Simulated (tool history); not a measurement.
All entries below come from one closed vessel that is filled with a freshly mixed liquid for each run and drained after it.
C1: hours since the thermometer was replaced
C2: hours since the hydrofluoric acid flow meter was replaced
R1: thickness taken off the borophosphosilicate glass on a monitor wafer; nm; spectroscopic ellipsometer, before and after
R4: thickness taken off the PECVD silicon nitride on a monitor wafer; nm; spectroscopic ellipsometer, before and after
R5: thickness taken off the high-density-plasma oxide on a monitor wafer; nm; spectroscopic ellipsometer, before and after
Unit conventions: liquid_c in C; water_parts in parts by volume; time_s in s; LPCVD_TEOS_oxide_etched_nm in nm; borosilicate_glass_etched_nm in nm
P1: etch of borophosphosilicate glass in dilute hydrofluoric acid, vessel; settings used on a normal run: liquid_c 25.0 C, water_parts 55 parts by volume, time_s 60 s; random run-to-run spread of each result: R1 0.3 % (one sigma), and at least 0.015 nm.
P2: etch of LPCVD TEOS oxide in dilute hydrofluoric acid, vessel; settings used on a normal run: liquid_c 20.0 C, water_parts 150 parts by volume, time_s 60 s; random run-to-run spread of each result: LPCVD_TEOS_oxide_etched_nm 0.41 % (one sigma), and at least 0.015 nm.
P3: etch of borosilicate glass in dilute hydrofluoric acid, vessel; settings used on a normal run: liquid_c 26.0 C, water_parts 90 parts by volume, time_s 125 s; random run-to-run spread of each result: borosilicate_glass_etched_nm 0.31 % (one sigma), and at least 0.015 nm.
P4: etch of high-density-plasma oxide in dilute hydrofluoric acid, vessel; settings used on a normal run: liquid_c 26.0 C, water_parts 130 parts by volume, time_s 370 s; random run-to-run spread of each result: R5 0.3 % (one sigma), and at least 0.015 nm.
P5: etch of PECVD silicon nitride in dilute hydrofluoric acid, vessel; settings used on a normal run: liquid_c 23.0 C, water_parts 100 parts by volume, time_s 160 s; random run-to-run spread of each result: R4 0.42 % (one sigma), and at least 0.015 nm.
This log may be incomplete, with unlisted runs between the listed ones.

{"run": 1, "hour": 12.4, "process": "P1", "liquid_c": 25.0, "water_parts": 55, "time_s": 60, "C1": 1282.8, "C2": 1130.6, "R1": 105.41}
{"run": 2, "hour": 18.8, "process": "P1", "liquid_c": 25.0, "water_parts": 90, "time_s": 60, "C1": 1289.2, "C2": 1137.0, "R1": 61.182}
{"run": 3, "hour": 25.1, "process": "P2", "liquid_c": 27.5, "water_parts": 150, "time_s": 60, "C1": 1295.5, "C2": 1143.3, "LPCVD_TEOS_oxide_etched_nm": 20.409}
{"run": 4, "hour": 36.0, "process": "P1", "liquid_c": 25.0, "water_parts": 55, "time_s": 60, "C1": 1306.4, "C2": 1154.2, "R1": 104.13}
{"run": 5, "hour": 48.1, "process": "P3", "liquid_c": 32.5, "water_parts": 90, "time_s": 125, "C1": 1318.5, "C2": 1166.3, "borosilicate_glass_etched_nm": 70.336}
{"run": 6, "hour": 61.4, "process": "P1", "liquid_c": 25.0, "water_parts": 55, "time_s": 35, "C1": 1331.8, "C2": 1179.6, "R1": 61.418}
{"run": 7, "hour": 71.0, "process": "P1", "liquid_c": 25.0, "water_parts": 20, "time_s": 60, "C1": 1341.4, "C2": 1189.2, "R1": 302.17}
{"run": 8, "hour": 83.1, "process": "P3", "liquid_c": 26.0, "water_parts": 90, "time_s": 125, "C1": 1353.5, "C2": 1201.3, "borosilicate_glass_etched_nm": 54.651}
{"run": 9, "hour": 93.1, "process": "P5", "liquid_c": 23.0, "water_parts": 20, "time_s": 160, "C1": 1363.5, "C2": 1211.3, "R4": 41.35}
{"run": 10, "hour": 102.9, "process": "P5", "liquid_c": 23.0, "water_parts": 100, "time_s": 160, "C1": 1373.3, "C2": 1221.1, "R4": 8.6683}
{"run": 11, "hour": 110.4, "process": "P1", "liquid_c": 18.5, "water_parts": 55, "time_s": 60, "C1": 1380.8, "C2": 1228.6, "R1": 79.345}
{"run": 12, "hour": 119.4, "process": "P1", "liquid_c": 25.0, "water_parts": 55, "time_s": 60, "C1": 1389.8, "C2": 1237.6, "R1": 104.3}
{"run": 13, "hour": 130.5, "process": "P1", "liquid_c": 25.0, "water_parts": 55, "time_s": 60, "C1": 1400.9, "C2": 1248.7, "R1": 104.95}
{"run": 14, "hour": 138.1, "process": "P5", "liquid_c": 23.0, "water_parts": 100, "time_s": 80, "C1": 1408.5, "C2": 1256.3, "R4": 4.3383}
{"run": 15, "hour": 144.0, "process": "P1", "liquid_c": 30.5, "water_parts": 75, "time_s": 60, "C1": 1414.4, "C2": 1262.2, "R1": 92.893}
{"run": 16, "hour": 150.3, "process": "P1", "liquid_c": 25.0, "water_parts": 55, "time_s": 60, "C1": 1420.7, "C2": 1268.5, "R1": 105.41}
{"run": 17, "hour": 157.3, "process": "P4", "liquid_c": 31.0, "water_parts": 130, "time_s": 370, "C1": 1427.7, "C2": 1275.5, "R5": 18.868}
{"run": 18, "hour": 169.7, "process": "P1", "liquid_c": 29.0, "water_parts": 20, "time_s": 60, "C1": 1440.1, "C2": 1287.9, "R1": 354.87}
{"run": 19, "hour": 177.7, "process": "P2", "liquid_c": 20.0, "water_parts": 150, "time_s": 30, "C1": 1448.1, "C2": 1295.9, "LPCVD_TEOS_oxide_etched_nm": 7.669}
{"run": 20, "hour": 188.4, "process": "P2", "liquid_c": 20.0, "water_parts": 265, "time_s": 60, "C1": 1458.8, "C2": 1306.6, "LPCVD_TEOS_oxide_etched_nm": 7.7738}
{"run": 21, "hour": 196.5, "process": "P4", "liquid_c": 26.0, "water_parts": 35, "time_s": 370, "C1": 1466.9, "C2": 1314.7, "R5": 65.617}
{"run": 22, "hour": 206.4, "process": "P2", "liquid_c": 20.0, "water_parts": 150, "time_s": 60, "C1": 1476.8, "C2": 1324.6, "LPCVD_TEOS_oxide_etched_nm": 15.513}
{"run": 23, "hour": 213.8, "process": "P3", "liquid_c": 26.0, "water_parts": 145, "time_s": 125, "C1": 1484.2, "C2": 1332.0, "borosilicate_glass_etched_nm": 32.015}
{"run": 24, "hour": 221.4, "process": "P3", "liquid_c": 26.0, "water_parts": 90, "time_s": 125, "C1": 1491.8, "C2": 1339.6, "borosilicate_glass_etched_nm": 54.996}
{"run": 25, "hour": 229.1, "process": "P1", "liquid_c": 25.0, "water_parts": 55, "time_s": 60, "C1": 1499.5, "C2": 1347.3, "R1": 105.01}
{"run": 26, "hour": 235.6, "process": "P5", "liquid_c": 23.0, "water_parts": 100, "time_s": 160, "C1": 1506.0, "C2": 1353.8, "R4": 8.6865}
{"run": 27, "hour": 246.0, "process": "P5", "liquid_c": 17.0, "water_parts": 100, "time_s": 160, "C1": 1516.4, "C2": 1364.2, "R4": 5.7774}
{"run": 28, "hour": 256.0, "process": "P4", "liquid_c": 26.0, "water_parts": 130, "time_s": 370, "C1": 1526.4, "C2": 1374.2, "R5": 15.632}
{"run": 29, "hour": 263.7, "process": "P1", "liquid_c": 30.5, "water_parts": 55, "time_s": 60, "C1": 1534.1, "C2": 1381.9, "R1": 130.78}
{"run": 30, "hour": 277.1, "process": "P1", "liquid_c": 25.0, "water_parts": 55, "time_s": 115, "C1": 1547.5, "C2": 1395.3, "R1": 200.22}
{"run": 31, "hour": 289.3, "process": "P4", "liquid_c": 26.0, "water_parts": 130, "time_s": 370, "C1": 1559.7, "C2": 1407.5, "R5": 15.686}
{"run": 32, "hour": 301.0, "process": "P4", "liquid_c": 26.0, "water_parts": 130, "time_s": 140, "C1": 1571.4, "C2": 1419.2, "R5": 5.8955}
{"run": 33, "hour": 311.7, "process": "P3", "liquid_c": 26.0, "water_parts": 90, "time_s": 65, "C1": 1582.1, "C2": 1429.9, "borosilicate_glass_etched_nm": 28.601}
{"run": 34, "hour": 320.4, "process": "P1", "liquid_c": 25.0, "water_parts": 55, "time_s": 60, "C1": 1590.8, "C2": 1438.6, "R1": 104.47}
{"run": 35, "hour": 331.4, "process": "P1", "liquid_c": 25.0, "water_parts": 55, "time_s": 60, "C1": 1601.8, "C2": 1449.6, "R1": 106.39}
{"run": 36, "hour": 341.0, "process": "P1", "liquid_c": 25.0, "water_parts": 55, "time_s": 60, "C1": 1611.4, "C2": 1459.2, "R1": 108.29}
{"run": 37, "hour": 353.9, "process": "P1", "liquid_c": 25.0, "water_parts": 55, "time_s": 60, "C1": 1624.3, "C2": 1472.1, "R1": 109.62}
{"run": 38, "hour": 361.2, "process": "P1", "liquid_c": 25.0, "water_parts": 55, "time_s": 60, "C1": 1631.6, "C2": 1479.4, "R1": 109.95}

For run 39, what comes out?
{"run": 39, "hour": 373.3, "process": "P1", "liquid_c": 25.0, "water_parts": 55, "time_s": 60, "C1": 1643.7, "C2": 1491.5, "R1": "?"}

R1: 110.270 nm
